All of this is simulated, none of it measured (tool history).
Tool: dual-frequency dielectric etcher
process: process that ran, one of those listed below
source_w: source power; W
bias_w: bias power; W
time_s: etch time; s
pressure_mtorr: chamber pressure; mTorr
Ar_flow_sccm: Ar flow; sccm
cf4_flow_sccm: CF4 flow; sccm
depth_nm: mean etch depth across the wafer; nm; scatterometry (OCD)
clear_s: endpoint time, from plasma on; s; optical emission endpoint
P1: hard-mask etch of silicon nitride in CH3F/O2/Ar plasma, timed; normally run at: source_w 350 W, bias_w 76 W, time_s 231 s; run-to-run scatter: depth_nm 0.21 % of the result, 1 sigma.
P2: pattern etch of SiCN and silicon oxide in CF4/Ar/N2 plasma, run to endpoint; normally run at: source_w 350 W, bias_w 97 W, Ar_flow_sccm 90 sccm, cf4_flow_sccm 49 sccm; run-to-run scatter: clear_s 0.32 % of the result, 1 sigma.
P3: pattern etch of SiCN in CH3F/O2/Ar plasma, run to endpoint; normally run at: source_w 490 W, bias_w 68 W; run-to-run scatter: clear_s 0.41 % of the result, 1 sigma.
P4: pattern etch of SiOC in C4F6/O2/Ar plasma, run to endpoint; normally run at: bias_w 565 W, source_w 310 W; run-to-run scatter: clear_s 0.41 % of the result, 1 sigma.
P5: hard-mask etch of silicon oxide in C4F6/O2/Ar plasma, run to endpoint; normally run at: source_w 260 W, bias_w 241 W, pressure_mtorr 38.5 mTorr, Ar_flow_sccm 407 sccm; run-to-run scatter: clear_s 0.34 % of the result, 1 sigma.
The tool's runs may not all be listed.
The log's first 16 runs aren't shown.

Run 17, hour 180.9: process P1, source_w 430 W, bias_w 76 W, time_s 231 s. Result: depth_nm 176.1 nm.
Run 18, hour 189.8: process P3, source_w 490 W, bias_w 91 W. Result: clear_s 28.464 s.
Run 19, hour 204: process P2, source_w 350 W, bias_w 70 W, Ar_flow_sccm 90 sccm, cf4_flow_sccm 49 sccm. Result: clear_s 14.368 s.
Run 20, hour 214.3: process P4, source_w 220 W, bias_w 565 W. Result: clear_s 12.231 s.
Run 21, hour 224.7: process P4, source_w 310 W, bias_w 565 W. Result: clear_s 10.76 s.
Run 22, hour 235.9: process P1, source_w 350 W, bias_w 76 W, time_s 231 s. Result: depth_nm 163.1 nm.
Run 23, hour 247.7: process P1, source_w 350 W, bias_w 76 W, time_s 336.5 s. Result: depth_nm 238.17 nm.
Run 24, hour 261.1: process P5, source_w 260 W, bias_w 291 W, pressure_mtorr 38.5 mTorr, Ar_flow_sccm 407 sccm. Result: clear_s 80.1 s.

Run 25 comes next. What will it give?
Run 25, hour 275.6: process P4, source_w 310 W, bias_w 463 W. Result: clear_s ?.

{"run 25": {"clear_s": 11.581}}
